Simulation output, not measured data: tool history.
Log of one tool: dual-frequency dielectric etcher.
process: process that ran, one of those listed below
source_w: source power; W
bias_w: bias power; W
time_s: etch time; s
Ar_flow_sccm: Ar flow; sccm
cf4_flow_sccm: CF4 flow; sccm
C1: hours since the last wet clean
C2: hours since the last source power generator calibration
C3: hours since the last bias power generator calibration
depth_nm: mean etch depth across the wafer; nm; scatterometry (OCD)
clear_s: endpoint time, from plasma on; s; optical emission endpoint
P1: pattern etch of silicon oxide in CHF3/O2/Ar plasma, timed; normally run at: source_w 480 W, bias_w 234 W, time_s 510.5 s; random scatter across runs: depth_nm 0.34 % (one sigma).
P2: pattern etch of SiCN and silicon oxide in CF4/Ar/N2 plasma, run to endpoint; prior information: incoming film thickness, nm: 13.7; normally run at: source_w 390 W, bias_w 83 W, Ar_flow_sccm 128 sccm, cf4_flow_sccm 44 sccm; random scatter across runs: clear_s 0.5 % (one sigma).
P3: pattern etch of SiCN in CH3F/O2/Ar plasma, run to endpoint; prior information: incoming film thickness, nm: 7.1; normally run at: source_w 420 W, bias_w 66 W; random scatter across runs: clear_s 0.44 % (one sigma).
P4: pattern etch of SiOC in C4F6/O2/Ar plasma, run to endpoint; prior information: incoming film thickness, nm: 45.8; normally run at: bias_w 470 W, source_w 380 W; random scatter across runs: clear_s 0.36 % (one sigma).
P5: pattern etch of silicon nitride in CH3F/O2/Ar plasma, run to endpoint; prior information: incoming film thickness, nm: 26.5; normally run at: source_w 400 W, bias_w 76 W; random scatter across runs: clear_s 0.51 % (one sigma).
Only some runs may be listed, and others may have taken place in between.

Run 1, hour 3.5: process P1, source_w 480 W, bias_w 234 W, time_s 510.5 s; C1 59.8; C2 1552.7; C3 1780.9. Result: depth_nm 1006.8 nm.
Run 2, hour 6.7: process P1, source_w 650 W, bias_w 191 W, time_s 510.5 s; C1 63; C2 1555.9; C3 1784.1. Result: depth_nm 1050.3 nm.
Run 3, hour 9.3: process P2, source_w 390 W, bias_w 83 W, Ar_flow_sccm 128 sccm, cf4_flow_sccm 44 sccm; C1 65.6; C2 1558.5; C3 1786.7. Result: clear_s 18.641 s.
Run 4, hour 12.9: process P3, source_w 420 W, bias_w 66 W; C1 69.2; C2 1562.1; C3 1790.3. Result: clear_s 18.758 s.
Run 5, hour 16.3: process P3, source_w 420 W, bias_w 91 W; C1 72.6; C2 1565.5; C3 1793.7. Result: clear_s 16.648 s.
Run 6, hour 18.8: process P2, source_w 390 W, bias_w 83 W, Ar_flow_sccm 128 sccm, cf4_flow_sccm 60 sccm; C1 75.1; C2 1568; C3 1796.2. Result: clear_s 17.772 s.
Run 7, hour 20.8: process P5, source_w 550 W, bias_w 76 W; C1 77.1; C2 1570; C3 1798.2. Result: clear_s 33.362 s.
Run 8, hour 23.7: process P1, source_w 480 W, bias_w 234 W, time_s 510.5 s; C1 80; C2 1572.9; C3 1801.1. Result: depth_nm 1001.5 nm.
Run 9, hour 26.1: process P4, source_w 380 W, bias_w 302 W; C1 82.4; C2 1575.3; C3 1803.5. Result: clear_s 18.678 s.
Run 10, hour 30: process P2, source_w 390 W, bias_w 114 W, Ar_flow_sccm 128 sccm, cf4_flow_sccm 44 sccm; C1 86.3; C2 1579.2; C3 1807.4. Result: clear_s 16.516 s.
Run 11, hour 32.3: process P1, source_w 380 W, bias_w 234 W, time_s 510.5 s; C1 88.6; C2 1581.5; C3 1809.7. Result: depth_nm 920.4 nm.
Run 12, hour 35: process P2, source_w 320 W, bias_w 83 W, Ar_flow_sccm 128 sccm, cf4_flow_sccm 44 sccm; C1 91.3; C2 1584.2; C3 1812.4. Result: clear_s 21.955 s.
Run 13, hour 37.8: process P1, source_w 480 W, bias_w 234 W, time_s 682.5 s; C1 94.1; C2 1587; C3 1815.2. Result: depth_nm 1345.7 nm.
Run 14, hour 41.5: process P2, source_w 390 W, bias_w 83 W, Ar_flow_sccm 85 sccm, cf4_flow_sccm 44 sccm; C1 97.8; C2 1590.7; C3 1818.9. Result: clear_s 17.567 s.
Run 15, hour 45.5: process P1, source_w 590 W, bias_w 190 W, time_s 510.5 s; C1 101.8; C2 1594.7; C3 1822.9. Result: depth_nm 1012.8 nm.
Run 16, hour 48.5: process P5, source_w 400 W, bias_w 76 W; C1 104.8; C2 1597.7; C3 1825.9. Result: clear_s 37.864 s.
Run 17, hour 52.6: process P1, source_w 480 W, bias_w 234 W, time_s 510.5 s; C1 108.9; C2 1601.8; C3 1830. Result: depth_nm 1007.6 nm.
Run 18, hour 57: process P4, source_w 380 W, bias_w 470 W; C1 113.3; C2 1606.2; C3 1834.4. Result: clear_s 15.906 s.
Run 19, hour 60.4: process P1, source_w 480 W, bias_w 175 W, time_s 510.5 s; C1 116.7; C2 1609.6; C3 1837.8. Result: depth_nm 910.57 nm.
Run 20, hour 64.3: process P5, source_w 400 W, bias_w 99 W; C1 120.6; C2 1613.5; C3 1841.7. Result: clear_s 34.53 s.
Run 21, hour 66.2: process P1, source_w 480 W, bias_w 320 W, time_s 510.5 s; C1 122.5; C2 1615.4; C3 1843.6. Result: depth_nm 1125.2 nm.
Run 22, hour 69.3: process P4, source_w 470 W, bias_w 470 W; C1 125.6; C2 1618.5; C3 1846.7. Result: clear_s 14.816 s.
Run 23, hour 73.3: process P1, source_w 480 W, bias_w 234 W, time_s 510.5 s; C1 129.6; C2 1622.5; C3 1850.7. Result: depth_nm 1014.3 nm.
Run 24, hour 77: process P1, source_w 480 W, bias_w 234 W, time_s 510.5 s; C1 133.3; C2 1626.2; C3 1854.4. Result: depth_nm 1004.2 nm.
Run 25, hour 80.6: process P1, source_w 480 W, bias_w 234 W, time_s 510.5 s; C1 136.9; C2 1629.8; C3 1858. Result: depth_nm 1002.9 nm.
Run 26, hour 84.4: process P1, source_w 480 W, bias_w 234 W, time_s 370 s; C1 140.7; C2 1633.6; C3 1861.8. Result: depth_nm 727.42 nm.
Run 27, hour 87.2: process P4, source_w 380 W, bias_w 470 W; C1 143.5; C2 1636.4; C3 1864.6. Result: clear_s 15.986 s.
Run 28, hour 91.1: process P5, source_w 400 W, bias_w 76 W; C1 147.4; C2 1640.3; C3 1868.5. Result: clear_s 37.936 s.
Run 29, hour 94.2: process P1, source_w 680 W, bias_w 234 W, time_s 510.5 s; C1 150.5; C2 1643.4; C3 1871.6. Result: depth_nm 1139.3 nm.

What will run 30 give?
Run 30, hour 96.7: process P3, source_w 420 W, bias_w 66 W; C1 153; C2 1645.9; C3 1874.1. Result: clear_s ?.

clear_s: 18.483 s

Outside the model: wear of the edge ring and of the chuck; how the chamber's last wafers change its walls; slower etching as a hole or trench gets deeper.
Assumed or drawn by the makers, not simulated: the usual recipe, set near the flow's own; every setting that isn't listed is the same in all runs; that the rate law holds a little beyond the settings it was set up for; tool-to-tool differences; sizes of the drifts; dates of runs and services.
